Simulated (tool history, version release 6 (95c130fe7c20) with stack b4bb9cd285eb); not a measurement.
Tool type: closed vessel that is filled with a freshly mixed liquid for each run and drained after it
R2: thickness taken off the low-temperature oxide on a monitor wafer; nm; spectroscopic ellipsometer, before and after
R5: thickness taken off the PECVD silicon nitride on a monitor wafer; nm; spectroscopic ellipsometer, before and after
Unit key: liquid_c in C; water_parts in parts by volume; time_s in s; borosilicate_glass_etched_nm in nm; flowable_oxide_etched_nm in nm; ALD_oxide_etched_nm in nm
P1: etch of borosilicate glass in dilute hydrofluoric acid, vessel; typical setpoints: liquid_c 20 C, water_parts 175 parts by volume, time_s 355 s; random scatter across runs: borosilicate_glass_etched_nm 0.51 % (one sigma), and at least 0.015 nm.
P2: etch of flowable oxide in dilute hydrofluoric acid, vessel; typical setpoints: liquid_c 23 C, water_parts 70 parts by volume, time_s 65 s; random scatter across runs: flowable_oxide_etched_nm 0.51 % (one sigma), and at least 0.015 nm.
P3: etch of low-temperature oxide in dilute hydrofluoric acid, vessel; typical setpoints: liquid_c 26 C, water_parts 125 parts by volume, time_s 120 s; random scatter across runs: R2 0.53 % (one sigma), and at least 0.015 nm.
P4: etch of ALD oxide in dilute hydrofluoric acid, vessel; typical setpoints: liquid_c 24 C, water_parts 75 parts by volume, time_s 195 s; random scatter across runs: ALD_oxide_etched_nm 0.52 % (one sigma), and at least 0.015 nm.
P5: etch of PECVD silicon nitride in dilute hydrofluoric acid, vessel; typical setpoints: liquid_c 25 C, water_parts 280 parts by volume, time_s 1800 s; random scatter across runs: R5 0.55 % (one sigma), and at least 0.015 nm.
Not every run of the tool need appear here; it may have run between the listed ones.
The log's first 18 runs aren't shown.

run 19 day=2.725 | process=P1 liquid_c=17 water_parts=300 time_s=355 | borosilicate_glass_etched_nm=25.747
run 20 day=2.862 | process=P2 liquid_c=23 water_parts=35 time_s=65 | flowable_oxide_etched_nm=49.31
run 21 day=2.979 | process=P1 liquid_c=20 water_parts=175 time_s=355 | borosilicate_glass_etched_nm=54.79
run 22 day=3.088 | process=P2 liquid_c=23 water_parts=70 time_s=65 | flowable_oxide_etched_nm=23.592
run 23 day=3.221 | process=P5 liquid_c=25 water_parts=85 time_s=1800 | R5=56.813
run 24 day=3.404 | process=P1 liquid_c=20 water_parts=175 time_s=355 | borosilicate_glass_etched_nm=54.995
run 25 day=3.579 | process=P1 liquid_c=20 water_parts=85 time_s=355 | borosilicate_glass_etched_nm=126.48
run 26 day=3.696 | process=P3 liquid_c=26 water_parts=125 time_s=120 | R2=19.296

Estimate the outcome of run 27 from the log above:
run 27 day=3.842 | process=P1 liquid_c=20 water_parts=175 time_s=355 | borosilicate_glass_etched_nm=?

borosilicate_glass_etched_nm: 55.102 nm
